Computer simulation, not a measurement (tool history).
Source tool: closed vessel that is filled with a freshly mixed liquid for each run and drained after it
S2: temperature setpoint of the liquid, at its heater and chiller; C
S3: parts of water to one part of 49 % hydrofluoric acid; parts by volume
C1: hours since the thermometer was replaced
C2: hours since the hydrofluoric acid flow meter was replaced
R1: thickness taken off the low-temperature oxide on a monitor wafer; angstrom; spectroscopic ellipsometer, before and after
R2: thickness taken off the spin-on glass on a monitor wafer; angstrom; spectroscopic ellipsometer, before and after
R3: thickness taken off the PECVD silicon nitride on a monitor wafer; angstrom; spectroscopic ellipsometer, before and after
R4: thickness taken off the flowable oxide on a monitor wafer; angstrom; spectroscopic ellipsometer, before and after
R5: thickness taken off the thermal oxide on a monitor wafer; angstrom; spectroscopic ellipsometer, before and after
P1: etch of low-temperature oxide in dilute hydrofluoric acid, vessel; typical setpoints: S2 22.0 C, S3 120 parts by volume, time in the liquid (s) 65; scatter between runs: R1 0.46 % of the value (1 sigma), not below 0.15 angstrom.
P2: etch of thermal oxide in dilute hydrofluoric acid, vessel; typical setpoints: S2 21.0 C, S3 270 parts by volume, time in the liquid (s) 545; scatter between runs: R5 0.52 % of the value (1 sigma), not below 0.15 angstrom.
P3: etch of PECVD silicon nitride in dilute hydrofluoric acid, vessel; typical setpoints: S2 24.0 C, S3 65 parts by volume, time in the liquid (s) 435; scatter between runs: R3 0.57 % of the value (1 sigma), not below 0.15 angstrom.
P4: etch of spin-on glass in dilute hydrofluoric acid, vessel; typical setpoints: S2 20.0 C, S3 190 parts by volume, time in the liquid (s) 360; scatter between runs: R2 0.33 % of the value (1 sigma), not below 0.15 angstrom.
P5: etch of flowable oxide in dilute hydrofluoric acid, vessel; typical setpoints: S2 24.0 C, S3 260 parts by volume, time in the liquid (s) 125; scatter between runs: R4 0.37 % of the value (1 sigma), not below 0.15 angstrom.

Run 1, hour 10.4: process that ran P1, S2 22.0 C, S3 120 parts by volume, time in the liquid (s) 65; C1 1904.4; C2 116.5. Result: R1 103.320 angstrom.
Run 2, hour 19.3: process that ran P4, S2 20.0 C, S3 290 parts by volume, time in the liquid (s) 360; C1 1913.3; C2 125.4. Result: R2 315.42 angstrom.
Run 3, hour 32.6: process that ran P3, S2 28.5 C, S3 65 parts by volume, time in the liquid (s) 435; C1 1926.6; C2 138.7. Result: R3 187.440 angstrom.
Run 4, hour 41.6: process that ran P1, S2 22.0 C, S3 120 parts by volume, time in the liquid (s) 30; C1 1935.6; C2 147.7. Result: R1 47.817 angstrom.
Run 5, hour 51.5: process that ran P1, S2 22.0 C, S3 75 parts by volume, time in the liquid (s) 65; C1 1945.5; C2 157.6. Result: R1 174.030 angstrom.
Run 6, hour 61.7: process that ran P5, S2 17.0 C, S3 260 parts by volume, time in the liquid (s) 125; C1 1955.7; C2 167.8. Result: R4 87.369 angstrom.
Run 7, hour 69.7: process that ran P3, S2 24.0 C, S3 65 parts by volume, time in the liquid (s) 435; C1 1963.7; C2 175.8. Result: R3 140.130 angstrom.
Run 8, hour 81.0: process that ran P3, S2 24.0 C, S3 65 parts by volume, time in the liquid (s) 60; C1 1975.0; C2 187.1. Result: R3 19.372 angstrom.
Run 9, hour 94.4: process that ran P1, S2 22.0 C, S3 120 parts by volume, time in the liquid (s) 65; C1 1988.4; C2 200.5. Result: R1 103.150 angstrom.
Run 10, hour 100.6: process that ran P2, S2 17.0 C, S3 270 parts by volume, time in the liquid (s) 545; C1 1994.6; C2 206.7. Result: R5 59.907 angstrom.
Run 11, hour 109.9: process that ran P5, S2 24.0 C, S3 405 parts by volume, time in the liquid (s) 125; C1 2003.9; C2 216.0. Result: R4 63.555 angstrom.
Run 12, hour 121.0: process that ran P3, S2 24.0 C, S3 65 parts by volume, time in the liquid (s) 435; C1 2015.0; C2 227.1. Result: R3 139.910 angstrom.
Run 13, hour 130.1: process that ran P2, S2 21.0 C, S3 270 parts by volume, time in the liquid (s) 825; C1 2024.1; C2 236.2. Result: R5 105.880 angstrom.
Run 14, hour 140.8: process that ran P1, S2 18.5 C, S3 120 parts by volume, time in the liquid (s) 65; C1 2034.8; C2 246.9. Result: R1 90.155 angstrom.
Run 15, hour 147.5: process that ran P1, S2 22.0 C, S3 120 parts by volume, time in the liquid (s) 65; C1 2041.5; C2 253.6. Result: R1 103.440 angstrom.
Run 16, hour 157.7: process that ran P5, S2 24.0 C, S3 260 parts by volume, time in the liquid (s) 125; C1 2051.7; C2 263.8. Result: R4 113.600 angstrom.
Run 17, hour 166.2: process that ran P5, S2 24.0 C, S3 260 parts by volume, time in the liquid (s) 200; C1 2060.2; C2 272.3. Result: R4 180.820 angstrom.
Run 18, hour 176.6: process that ran P1, S2 26.0 C, S3 160 parts by volume, time in the liquid (s) 65; C1 2070.6; C2 282.7. Result: R1 86.221 angstrom.
Run 19, hour 184.7: process that ran P2, S2 21.0 C, S3 270 parts by volume, time in the liquid (s) 545; C1 2078.7; C2 290.8. Result: R5 69.904 angstrom.
Run 20, hour 197.0: process that ran P3, S2 24.0 C, S3 115 parts by volume, time in the liquid (s) 435; C1 2091.0; C2 303.1. Result: R3 78.814 angstrom.
Run 21, hour 209.7: process that ran P1, S2 22.0 C, S3 120 parts by volume, time in the liquid (s) 65; C1 2103.7; C2 315.8. Result: R1 103.660 angstrom.
Run 22, hour 222.7: process that ran P4, S2 20.0 C, S3 190 parts by volume, time in the liquid (s) 685; C1 2116.7; C2 328.8. Result: R2 1008.80 angstrom.
Run 23, hour 233.0: process that ran P4, S2 20.0 C, S3 190 parts by volume, time in the liquid (s) 360; C1 2127.0; C2 339.1. Result: R2 527.61 angstrom.
Run 24, hour 244.4: process that ran P1, S2 18.5 C, S3 120 parts by volume, time in the liquid (s) 30; C1 2138.4; C2 350.5. Result: R1 41.225 angstrom.
Run 25, hour 255.5: process that ran P2, S2 21.0 C, S3 60 parts by volume, time in the liquid (s) 545; C1 2149.5; C2 361.6. Result: R5 393.050 angstrom.
Run 26, hour 264.8: process that ran P1, S2 22.0 C, S3 120 parts by volume, time in the liquid (s) 65; C1 2158.8; C2 370.9. Result: R1 103.160 angstrom.
Run 27, hour 275.8: process that ran P1, S2 22.0 C, S3 180 parts by volume, time in the liquid (s) 65; C1 2169.8; C2 381.9. Result: R1 64.724 angstrom.
Run 28, hour 288.1: process that ran P1, S2 26.0 C, S3 120 parts by volume, time in the liquid (s) 65; C1 2182.1; C2 394.2. Result: R1 121.420 angstrom.
Run 29, hour 296.7: process that ran P4, S2 17.0 C, S3 190 parts by volume, time in the liquid (s) 360; C1 2190.7; C2 402.8. Result: R2 470.90 angstrom.
Run 30, hour 308.1: process that ran P1, S2 17.5 C, S3 120 parts by volume, time in the liquid (s) 35; C1 2202.1; C2 414.2. Result: R1 45.847 angstrom.
Run 31, hour 315.3: process that ran P1, S2 22.0 C, S3 120 parts by volume, time in the liquid (s) 95; C1 2209.3; C2 421.4. Result: R1 150.900 angstrom.
Run 32, hour 322.8: process that ran P1, S2 22.0 C, S3 120 parts by volume, time in the liquid (s) 65; C1 2216.8; C2 428.9. Result: R1 103.040 angstrom.
Run 33, hour 333.7: process that ran P1, S2 22.0 C, S3 120 parts by volume, time in the liquid (s) 65; C1 2227.7; C2 439.8. Result: R1 103.990 angstrom.
Run 34, hour 339.6: process that ran P1, S2 22.0 C, S3 120 parts by volume, time in the liquid (s) 65; C1 2233.6; C2 445.7. Result: R1 102.500 angstrom.
Run 35, hour 349.8: process that ran P1, S2 22.0 C, S3 120 parts by volume, time in the liquid (s) 65; C1 2243.8; C2 455.9. Result: R1 100.240 angstrom.
Run 36, hour 363.0: process that ran P1, S2 22.0 C, S3 120 parts by volume, time in the liquid (s) 65; C1 2257.0; C2 469.1. Result: R1 98.907 angstrom.
Run 37, hour 376.5: process that ran P1, S2 22.0 C, S3 120 parts by volume, time in the liquid (s) 65; C1 2270.5; C2 482.6. Result: R1 97.846 angstrom.
Run 38, hour 389.8: process that ran P1, S2 22.0 C, S3 120 parts by volume, time in the liquid (s) 65; C1 2283.8; C2 495.9. Result: R1 97.727 angstrom.
Run 39, hour 397.9: process that ran P1, S2 22.0 C, S3 120 parts by volume, time in the liquid (s) 65; C1 2291.9; C2 504.0. Result: R1 96.891 angstrom.
Run 40, hour 410.9: process that ran P1, S2 22.0 C, S3 120 parts by volume, time in the liquid (s) 65; C1 2304.9; C2 517.0. Result: R1 97.045 angstrom.
Run 41, hour 416.8: process that ran P1, S2 22.0 C, S3 120 parts by volume, time in the liquid (s) 65; C1 2310.8; C2 522.9. Result: R1 98.306 angstrom.

Compared with where it was, what P1 gives has crept away. Each cause listed below fits the log as well as the rest, at the size given for it:
A: liquid colder than its thermometer reads (K) = 1.6
B: hydrofluoric acid flow below the setpoint (%) = 5.44
The creep began at about hour 333.7.

Listed below are the offered check runs, one wafer per run, with question marks in place of results. For which of them would the causes give clearly different outcomes?
Run check 1, hour 422.7: process that ran P4, S2 17.0 C, S3 190 parts by volume, time in the liquid (s) 360. Result: R2 ?.
Run check 2, hour 422.7: process that ran P3, S2 24.0 C, S3 65 parts by volume, time in the liquid (s) 220. Result: R3 ?.
Run check 3, hour 422.7: process that ran P5, S2 19.0 C, S3 260 parts by volume, time in the liquid (s) 125. Result: R4 ?.
Run check 4, hour 422.7: process that ran P2, S2 17.0 C, S3 270 parts by volume, time in the liquid (s) 545. Result: R5 ?.

How each check would come out, cause by cause:
  check  result    if A    if B
check 1      R2  439.40  438.84
check 2      R3  63.442  66.881
check 3      R4  88.309  87.571
check 4      R5  56.338  55.943
Distance between the nearest two causes, measured in the result of the check that separates them most: check 1 0.13 %; check 2 5.28 %; check 3 0.84 %; check 4 0.7 %
The causes can be told apart only by check 2. The other checks would give nearly the same results under each of them.

After running check 2, the following was obtained: R3 66.441 angstrom. Which cause does this point to?

The cause is B: hydrofluoric acid flow below the setpoint (%).
